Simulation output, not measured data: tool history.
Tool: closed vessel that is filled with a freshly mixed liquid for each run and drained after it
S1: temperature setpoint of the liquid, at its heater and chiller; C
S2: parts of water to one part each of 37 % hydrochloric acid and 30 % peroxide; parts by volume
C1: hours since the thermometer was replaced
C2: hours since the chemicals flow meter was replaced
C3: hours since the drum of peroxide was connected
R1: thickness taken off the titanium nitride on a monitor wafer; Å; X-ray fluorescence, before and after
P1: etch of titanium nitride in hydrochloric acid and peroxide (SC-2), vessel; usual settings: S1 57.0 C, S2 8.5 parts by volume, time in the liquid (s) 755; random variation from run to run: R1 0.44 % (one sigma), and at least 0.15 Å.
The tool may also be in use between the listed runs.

run 1 hour=17.5 | S1=57.0 S2=8.5 time_in_the_liquid_(s)=755 | C1=1455.1 C2=820.6 C3=150.3 | R1=326.360
run 2 hour=26.8 | S1=57.0 S2=4.0 time_in_the_liquid_(s)=755 | C1=1464.4 C2=829.9 C3=159.6 | R1=573.570
run 3 hour=41.0 | S1=49.0 S2=4.0 time_in_the_liquid_(s)=755 | C1=1478.6 C2=844.1 C3=173.8 | R1=337.760
run 4 hour=49.7 | S1=69.5 S2=8.5 time_in_the_liquid_(s)=755 | C1=1487.3 C2=852.8 C3=182.5 | R1=705.280
run 5 hour=59.2 | S1=46.0 S2=13.5 time_in_the_liquid_(s)=755 | C1=1496.8 C2=862.3 C3=192.0 | R1=107.240
run 6 hour=74.8 | S1=40.5 S2=8.5 time_in_the_liquid_(s)=755 | C1=1512.4 C2=877.9 C3=207.6 | R1=107.690
run 7 hour=83.7 | S1=57.0 S2=8.5 time_in_the_liquid_(s)=755 | C1=1521.3 C2=886.8 C3=216.5 | R1=324.590
run 8 hour=100.5 | S1=57.0 S2=8.5 time_in_the_liquid_(s)=755 | C1=1538.1 C2=903.6 C3=233.3 | R1=326.910
run 9 hour=112.6 | S1=57.0 S2=8.5 time_in_the_liquid_(s)=755 | C1=1550.2 C2=915.7 C3=245.4 | R1=326.030
run 10 hour=129.0 | S1=57.0 S2=8.5 time_in_the_liquid_(s)=120 | C1=1566.6 C2=932.1 C3=261.8 | R1=51.771
run 11 hour=138.2 | S1=57.0 S2=6.0 time_in_the_liquid_(s)=125 | C1=1575.8 C2=941.3 C3=271.0 | R1=71.621
run 12 hour=147.5 | S1=57.0 S2=8.5 time_in_the_liquid_(s)=755 | C1=1585.1 C2=950.6 C3=280.3 | R1=326.280
run 13 hour=156.8 | S1=57.0 S2=8.5 time_in_the_liquid_(s)=755 | C1=1594.4 C2=959.9 C3=289.6 | R1=328.040
run 14 hour=174.2 | S1=57.0 S2=15.0 time_in_the_liquid_(s)=755 | C1=1611.8 C2=977.3 C3=307.0 | R1=201.600
run 15 hour=189.9 | S1=57.0 S2=8.5 time_in_the_liquid_(s)=755 | C1=1627.5 C2=993.0 C3=322.7 | R1=326.520
run 16 hour=205.7 | S1=57.0 S2=8.5 time_in_the_liquid_(s)=1330 | C1=1643.3 C2=1008.8 C3=338.5 | R1=578.030
run 17 hour=217.8 | S1=57.0 S2=8.5 time_in_the_liquid_(s)=755 | C1=1655.4 C2=1020.9 C3=350.6 | R1=328.150
run 18 hour=235.1 | S1=57.0 S2=8.5 time_in_the_liquid_(s)=755 | C1=1672.7 C2=1038.2 C3=367.9 | R1=341.850
run 19 hour=246.4 | S1=57.0 S2=8.5 time_in_the_liquid_(s)=755 | C1=1684.0 C2=1049.5 C3=379.2 | R1=345.280
run 20 hour=256.9 | S1=57.0 S2=8.5 time_in_the_liquid_(s)=755 | C1=1694.5 C2=1060.0 C3=389.7 | R1=349.490
run 21 hour=266.0 | S1=57.0 S2=8.5 time_in_the_liquid_(s)=755 | C1=1703.6 C2=1069.1 C3=398.8 | R1=348.740
run 22 hour=280.8 | S1=57.0 S2=8.5 time_in_the_liquid_(s)=755 | C1=1718.4 C2=1083.9 C3=413.6 | R1=354.500
run 23 hour=289.1 | S1=57.0 S2=8.5 time_in_the_liquid_(s)=755 | C1=1726.7 C2=1092.2 C3=421.9 | R1=353.070
run 24 hour=302.4 | S1=57.0 S2=8.5 time_in_the_liquid_(s)=755 | C1=1740.0 C2=1105.5 C3=435.2 | R1=356.020
run 25 hour=311.6 | S1=57.0 S2=8.5 time_in_the_liquid_(s)=755 | C1=1749.2 C2=1114.7 C3=444.4 | R1=356.260
run 26 hour=321.5 | S1=57.0 S2=8.5 time_in_the_liquid_(s)=755 | C1=1759.1 C2=1124.6 C3=454.3 | R1=356.460

Forecast run 27:
run 27 hour=335.2 | S1=57.0 S2=8.5 time_in_the_liquid_(s)=755 | C1=1772.8 C2=1138.3 C3=468.0 | R1=?

{"run 27": {"R1": 356.57}}
